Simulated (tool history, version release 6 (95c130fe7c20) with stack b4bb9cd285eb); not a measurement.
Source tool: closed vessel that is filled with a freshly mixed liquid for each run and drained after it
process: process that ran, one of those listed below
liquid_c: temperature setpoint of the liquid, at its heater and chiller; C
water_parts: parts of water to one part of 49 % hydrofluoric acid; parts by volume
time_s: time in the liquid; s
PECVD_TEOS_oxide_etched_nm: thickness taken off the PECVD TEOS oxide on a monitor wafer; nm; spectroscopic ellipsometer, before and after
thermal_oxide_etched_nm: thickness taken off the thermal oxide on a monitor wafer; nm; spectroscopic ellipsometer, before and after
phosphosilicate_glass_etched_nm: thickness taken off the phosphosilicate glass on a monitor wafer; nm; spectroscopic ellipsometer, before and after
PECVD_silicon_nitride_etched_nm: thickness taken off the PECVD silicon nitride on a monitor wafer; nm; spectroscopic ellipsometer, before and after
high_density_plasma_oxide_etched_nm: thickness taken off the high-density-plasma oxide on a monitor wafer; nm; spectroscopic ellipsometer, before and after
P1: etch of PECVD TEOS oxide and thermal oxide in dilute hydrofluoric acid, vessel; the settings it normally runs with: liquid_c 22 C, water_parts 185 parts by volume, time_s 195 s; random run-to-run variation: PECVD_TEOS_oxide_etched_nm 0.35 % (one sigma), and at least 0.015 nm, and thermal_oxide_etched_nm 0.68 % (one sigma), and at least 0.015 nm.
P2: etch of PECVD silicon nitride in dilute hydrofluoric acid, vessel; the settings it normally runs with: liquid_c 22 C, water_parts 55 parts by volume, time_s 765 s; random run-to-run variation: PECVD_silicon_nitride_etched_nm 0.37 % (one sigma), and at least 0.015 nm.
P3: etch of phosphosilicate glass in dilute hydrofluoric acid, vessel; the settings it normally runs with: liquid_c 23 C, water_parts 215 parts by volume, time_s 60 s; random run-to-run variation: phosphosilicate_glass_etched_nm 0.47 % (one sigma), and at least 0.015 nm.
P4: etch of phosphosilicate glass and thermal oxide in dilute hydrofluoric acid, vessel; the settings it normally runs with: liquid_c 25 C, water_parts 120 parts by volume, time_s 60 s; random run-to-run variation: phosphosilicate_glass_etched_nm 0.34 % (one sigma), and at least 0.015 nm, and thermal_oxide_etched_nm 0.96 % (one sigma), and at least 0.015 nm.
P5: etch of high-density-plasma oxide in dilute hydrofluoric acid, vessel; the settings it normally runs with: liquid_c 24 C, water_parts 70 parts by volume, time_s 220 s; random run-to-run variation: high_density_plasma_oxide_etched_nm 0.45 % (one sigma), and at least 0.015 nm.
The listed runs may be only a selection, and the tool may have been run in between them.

run   hour  process  liquid_c  water_parts  time_s  hours since the thermometer was replaced  hours since the hydrofluoric acid flow meter was replaced  PECVD_TEOS_oxide_etched_nm  thermal_oxide_etched_nm  phosphosilicate_glass_etched_nm  PECVD_silicon_nitride_etched_nm  high_density_plasma_oxide_etched_nm
  1    3.6       P1        22          185     195                                    1923.5                                                      444.1                      15.596                    3.868
  2    7.9       P4        25          165      60                                    1927.8                                                      448.4                                               1.6369                           70.885
  3   10.9       P4        25          120      30                                    1930.8                                                      451.4                                               1.1914                           51.683
  4     15       P1      26.5          185     195                                    1934.9                                                      455.5                      18.531                   4.6767
  5   20.1       P4        33          120      60                                      1940                                                      460.6                                               3.2398                            138.8
  6   24.4       P2        30           55     765                                    1944.3                                                      464.9                                                                                                                 59.448
  7   28.9       P5        24           70     220                                    1948.8                                                      469.4                                                                                                                                                      18.518
  8   33.1       P1        22           75     195                                      1953                                                      473.6                      43.119                   10.887
  9   36.7       P3        23          215      60                                    1956.6                                                      477.2                                                                                44.628
 10   41.3       P1        22          185     195                                    1961.2                                                      481.8                      15.539                   3.9007
 11   45.8       P4        25          120      60                                    1965.7                                                      486.3                                               2.3836                           103.08
 12   50.9       P1        22          185     310                                    1970.8                                                      491.4                      24.758                   6.1725
 13   53.4       P3        17          215      60                                    1973.3                                                      493.9                                                                                35.251
 14   57.8       P2        22           55     765                                    1977.7                                                      498.3                                                                                                                 34.896
 15   62.9       P5        24          115     220                                    1982.8                                                      503.4                                                                                                                                                      10.573
 16   65.6       P5        24           70      30                                    1985.5                                                      506.1                                                                                                                                                      2.5305
 17     69       P1      18.5          185      30                                    1988.9                                                      509.5                       2.096                  0.52333
 18     72       P4        25          120      60                                    1991.9                                                      512.5                                                 2.34                           103.01
 19     77       P5        18           70     220                                    1996.9                                                      517.5                                                                                                                                                      14.259
 20     82       P3        23          320      60                                    2001.9                                                      522.5                                                                                27.054
 21   86.9       P1        17          185     195                                    2006.8                                                      527.4                      12.836                   3.1611
 22   89.5       P2        22           20     765                                    2009.4                                                        530                                                                                                                 92.624
 23   94.5       P1        22          185      30                                    2014.4                                                        535                      2.4017                  0.59354
 24   99.4       P3        23          215      60                                    2019.3                                                      539.9                                                                                44.777
 25  104.1       P3        23          215     115                                      2024                                                      544.6                                                                                85.301
 26  107.9       P1        22          185     195                                    2027.8                                                      548.4                      15.588                   3.9064
 27  110.5       P1        22          185     195                                    2030.4                                                        551                      15.554                   3.8824
 28  112.9       P1        22          185     195                                    2032.8                                                      553.4                      15.538                     3.87
 29  115.2       P5        24           70     220                                    2035.1                                                      555.7                                                                                                                                                      18.441
 30  118.4       P2        22           55      30                                    2038.3                                                      558.9                                                                                                                  1.381
 31    123       P1        22          275     195                                    2042.9                                                      563.5                      9.6317                   2.3695
 32  127.5       P1        22          185     195                                    2047.4                                                        568                      15.511                   3.9617
 33  130.1       P1        22          185     195                                      2050                                                      570.6                      15.277                    3.847
 34  134.8       P1        22          185     195                                    2054.7                                                      575.3                      15.018                   3.7645
 35  139.4       P1        22          185     195                                    2059.3                                                      579.9                      14.889                   3.6782
 36  144.5       P1        22          185     195                                    2064.4                                                        585                      14.753                   3.6898
 37  148.4       P1        22          185     195                                    2068.3                                                      588.9                      14.838                   3.6481
 38  151.4       P1        22          185     195                                    2071.3                                                      591.9                      14.748                    3.705
 39    154       P1        22          185     195                                    2073.9                                                      594.5                      14.716                   3.6928

Something has made what P1 gives creep away from where it was; the 2 causes below, each at its own stated size, fit the log equally well:
A: hydrofluoric acid flow below the setpoint (%) = 4.41
B: liquid colder than its thermometer reads (K) = 1.41
The onset of the drift is placed at about hour 127.5.

Of the 4 check runs listed below, each run on one wafer and each result written as a question mark, which would let you distinguish the listed causes because they would give clearly different results?
check 1  156.6       P4        32          120      30                                                                                                                                                         ?                                ?
check 2  156.6       P5        24           95     130                                                                                                                                                                                                                                                                ?
check 3  156.6       P2        26           55      70                                                                                                                                                                                                                           ?
check 4  156.6       P3        17          215      80                                                                                                                                                                                          ?

If the cause were each of the candidates in turn, the checks would give the following:
  check                               result    if A    if B
check 1              thermal_oxide_etched_nm  1.4669  1.4695
check 1      phosphosilicate_glass_etched_nm  63.544  63.653
check 2  high_density_plasma_oxide_etched_nm  7.3965  7.3526
check 3      PECVD_silicon_nitride_etched_nm  3.9871  3.7945
check 4      phosphosilicate_glass_etched_nm  44.741  44.642
Gap, in per cent, between the two causes that each check separates least, read from the result that separates them most: check 1 0.17 %; check 2 0.59 %; check 3 4.95 %; check 4 0.22 %
Only in check 3 would the causes give clearly different results; in the remaining checks their results would be nearly the same.

After running check 3, the following was obtained: PECVD_silicon_nitride_etched_nm 3.7947 nm. Which cause does this point to?

B is the cause: liquid colder than its thermometer reads (K).
